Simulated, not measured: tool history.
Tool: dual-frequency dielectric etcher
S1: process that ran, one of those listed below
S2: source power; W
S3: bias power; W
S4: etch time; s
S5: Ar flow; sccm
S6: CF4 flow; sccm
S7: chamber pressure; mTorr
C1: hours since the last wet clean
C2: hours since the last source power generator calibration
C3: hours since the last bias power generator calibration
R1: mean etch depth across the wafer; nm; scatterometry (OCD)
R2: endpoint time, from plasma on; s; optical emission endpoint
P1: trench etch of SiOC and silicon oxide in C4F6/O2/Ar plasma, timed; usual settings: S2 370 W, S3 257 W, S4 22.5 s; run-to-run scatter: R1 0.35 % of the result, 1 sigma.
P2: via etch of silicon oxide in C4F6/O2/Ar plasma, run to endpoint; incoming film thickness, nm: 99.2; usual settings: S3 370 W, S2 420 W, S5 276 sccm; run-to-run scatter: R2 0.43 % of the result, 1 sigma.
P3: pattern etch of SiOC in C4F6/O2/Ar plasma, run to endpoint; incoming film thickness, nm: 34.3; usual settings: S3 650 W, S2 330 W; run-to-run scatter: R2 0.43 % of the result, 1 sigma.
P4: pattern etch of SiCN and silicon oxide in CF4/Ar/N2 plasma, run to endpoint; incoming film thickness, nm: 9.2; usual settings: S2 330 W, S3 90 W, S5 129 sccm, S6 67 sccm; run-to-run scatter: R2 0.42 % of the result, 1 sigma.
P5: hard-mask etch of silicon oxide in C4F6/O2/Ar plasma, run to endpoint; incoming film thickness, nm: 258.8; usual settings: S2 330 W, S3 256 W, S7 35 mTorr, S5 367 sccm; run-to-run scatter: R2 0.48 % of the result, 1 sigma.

Run 1, day 0.558: S1 P1, S2 370 W, S3 257 W, S4 22.5 s; C1 267.8; C2 2396.5; C3 1106.3. Result: R1 48.277 nm.
Run 2, day 0.904: S1 P4, S2 330 W, S3 120 W, S5 129 sccm, S6 67 sccm; C1 276.1; C2 2404.8; C3 1114.6. Result: R2 12.229 s.
Run 3, day 1.312: S1 P1, S2 480 W, S3 257 W, S4 30 s; C1 285.9; C2 2414.6; C3 1124.4. Result: R1 70.788 nm.
Run 4, day 1.675: S1 P1, S2 370 W, S3 337 W, S4 22.5 s; C1 294.6; C2 2423.3; C3 1133.1. Result: R1 53.098 nm.
Run 5, day 2.029: S1 P3, S2 330 W, S3 913 W; C1 303.1; C2 2431.8; C3 1141.6. Result: R2 9.5349 s.
Run 6, day 2.692: S1 P1, S2 270 W, S3 257 W, S4 22.5 s; C1 319; C2 2447.7; C3 1157.5. Result: R1 42.933 nm.
Run 7, day 2.988: S1 P1, S2 460 W, S3 257 W, S4 22.5 s; C1 326.1; C2 2454.8; C3 1164.6. Result: R1 51.952 nm.
Run 8, day 3.629: S1 P4, S2 330 W, S3 90 W, S5 129 sccm, S6 83 sccm; C1 341.5; C2 2470.2; C3 1180. Result: R2 13.244 s.
Run 9, day 4.05: S1 P5, S2 330 W, S3 256 W, S5 367 sccm, S7 35 mTorr; C1 351.6; C2 2480.3; C3 1190.1. Result: R2 81.521 s.
Run 10, day 4.554: S1 P3, S2 330 W, S3 650 W; C1 363.7; C2 2492.4; C3 1202.2. Result: R2 10.778 s.
Run 11, day 4.979: S1 P1, S2 370 W, S3 257 W, S4 29.5 s; C1 373.9; C2 2502.6; C3 1212.4. Result: R1 63.159 nm.
Run 12, day 5.354: S1 P1, S2 370 W, S3 257 W, S4 22.5 s; C1 382.9; C2 2511.6; C3 1221.4. Result: R1 48.035 nm.
Run 13, day 5.908: S1 P5, S2 330 W, S3 256 W, S5 462 sccm, S7 35 mTorr; C1 396.2; C2 2524.9; C3 1234.7. Result: R2 83.49 s.
Run 14, day 6.462: S1 P2, S2 580 W, S3 370 W, S5 276 sccm; C1 409.5; C2 2538.2; C3 1248. Result: R2 21.017 s.
Run 15, day 6.838: S1 P1, S2 370 W, S3 257 W, S4 22.5 s; C1 418.5; C2 2547.2; C3 1257. Result: R1 47.958 nm.
Run 16, day 7.433: S1 P2, S2 420 W, S3 220 W, S5 276 sccm; C1 432.8; C2 2561.5; C3 1271.3. Result: R2 28.358 s.
Run 17, day 8.054: S1 P2, S2 420 W, S3 370 W, S5 187 sccm; C1 447.7; C2 2576.4; C3 1286.2. Result: R2 22.854 s.
Run 18, day 8.362: S1 P5, S2 330 W, S3 313 W, S5 367 sccm, S7 35 mTorr; C1 455.1; C2 2583.8; C3 1293.6. Result: R2 75.588 s.
Run 19, day 8.817: S1 P2, S2 420 W, S3 370 W, S5 276 sccm; C1 466; C2 2594.7; C3 1304.5. Result: R2 23.627 s.
Run 20, day 9.383: S1 P4, S2 330 W, S3 90 W, S5 166 sccm, S6 67 sccm; C1 479.6; C2 2608.3; C3 1318.1. Result: R2 14.089 s.
Run 21, day 10.029: S1 P1, S2 250 W, S3 257 W, S4 15.5 s; C1 495.1; C2 2623.8; C3 1333.6. Result: R1 28.769 nm.
Run 22, day 10.621: S1 P1, S2 370 W, S3 257 W, S4 22.5 s; C1 509.3; C2 2638; C3 1347.8. Result: R1 48.015 nm.
Run 23, day 10.942: S1 P1, S2 370 W, S3 257 W, S4 13.5 s; C1 517; C2 2645.7; C3 1355.5. Result: R1 28.879 nm.
Run 24, day 11.421: S1 P1, S2 250 W, S3 257 W, S4 32 s; C1 528.5; C2 2657.2; C3 1367. Result: R1 59.292 nm.
Run 25, day 11.833: S1 P1, S2 370 W, S3 168 W, S4 22.5 s; C1 538.4; C2 2667.1; C3 1376.9. Result: R1 41.74 nm.
Run 26, day 12.138: S1 P5, S2 330 W, S3 256 W, S5 367 sccm, S7 35 mTorr; C1 545.7; C2 2674.4; C3 1384.2. Result: R2 80.924 s.
Run 27, day 12.788: S1 P3, S2 410 W, S3 650 W; C1 561.3; C2 2690; C3 1399.8. Result: R2 10.098 s.
Run 28, day 13.429: S1 P5, S2 330 W, S3 256 W, S5 367 sccm, S7 43 mTorr; C1 576.7; C2 2705.4; C3 1415.2. Result: R2 83.215 s.
Run 29, day 13.996: S1 P4, S2 330 W, S3 90 W, S5 129 sccm, S6 67 sccm; C1 590.3; C2 2719; C3 1428.8. Result: R2 13.61 s.
Run 30, day 14.388: S1 P4, S2 260 W, S3 90 W, S5 129 sccm, S6 67 sccm; C1 599.7; C2 2728.4; C3 1438.2. Result: R2 16.738 s.
Run 31, day 14.758: S1 P2, S2 420 W, S3 370 W, S5 276 sccm; C1 608.6; C2 2737.3; C3 1447.1. Result: R2 23.813 s.
Run 32, day 15.262: S1 P5, S2 230 W, S3 256 W, S5 367 sccm, S7 35 mTorr; C1 620.7; C2 2749.4; C3 1459.2. Result: R2 93.054 s.
Run 33, day 15.829: S1 P1, S2 370 W, S3 257 W, S4 22.5 s; C1 634.3; C2 2763; C3 1472.8. Result: R1 48.054 nm.
Run 34, day 16.483: S1 P1, S2 370 W, S3 257 W, S4 22.5 s; C1 650; C2 2778.7; C3 1488.5. Result: R1 47.755 nm.
Run 35, day 17.058: S1 P1, S2 370 W, S3 257 W, S4 22.5 s; C1 663.8; C2 2792.5; C3 1502.3. Result: R1 47.325 nm.
Run 36, day 17.733: S1 P1, S2 370 W, S3 257 W, S4 22.5 s; C1 680; C2 2808.7; C3 1518.5. Result: R1 47.404 nm.
Run 37, day 18.117: S1 P1, S2 370 W, S3 257 W, S4 22.5 s; C1 689.2; C2 2817.9; C3 1527.7. Result: R1 47.519 nm.
At day 18.15: wet clean of the chamber.
Run 38, day 18.75: S1 P1, S2 370 W, S3 257 W, S4 22.5 s; C1 14.5; C2 2833.1; C3 1542.9. Result: R1 47.512 nm.
Run 39, day 19.071: S1 P1, S2 370 W, S3 257 W, S4 22.5 s; C1 22.2; C2 2840.8; C3 1550.6. Result: R1 47.115 nm.

What P1 gives has crept away from where it was. These 2 causes fit the log equally well, each at the size given:
A: source power that arrives under what is set, % = 4.46
B: bias power that arrives under what is set, % = 4.98
The creep began at about day 15.829.
Why every other cause is out:
chamber walls in a state that lowers the etch rate, %: serviced at day 18.15, which brought nothing back

4 check runs are offered, each on 3 wafers whose results are averaged, their results left as question marks. Which one tells the causes apart?
Run check 1, day 19.392: S1 P4, S2 330 W, S3 90 W, S5 129 sccm, S6 67 sccm. Result: R2 ?.
Run check 2, day 19.392: S1 P5, S2 330 W, S3 256 W, S5 367 sccm, S7 35 mTorr. Result: R2 ?.
Run check 3, day 19.392: S1 P2, S2 420 W, S3 370 W, S5 276 sccm. Result: R2 ?.
Run check 4, day 19.392: S1 P3, S2 330 W, S3 650 W. Result: R2 ?.

What each check would give under each cause:
  check  result    if A    if B
check 1      R2  14.178  13.889
check 2      R2  82.474  82.484
check 3      R2  24.174    24.2
check 4      R2  11.042  11.078
How far apart the two closest causes lie, in the result that separates them most: check 1 2.06 %; check 2 0.01 %; check 3 0.1 %; check 4 0.33 %
Check 1 tells the causes apart: in the others they would give nearly the same result.

Check 1 was then run and gave: R2 13.946 s. Which cause is it?

It is B: bias power that arrives under what is set, %.
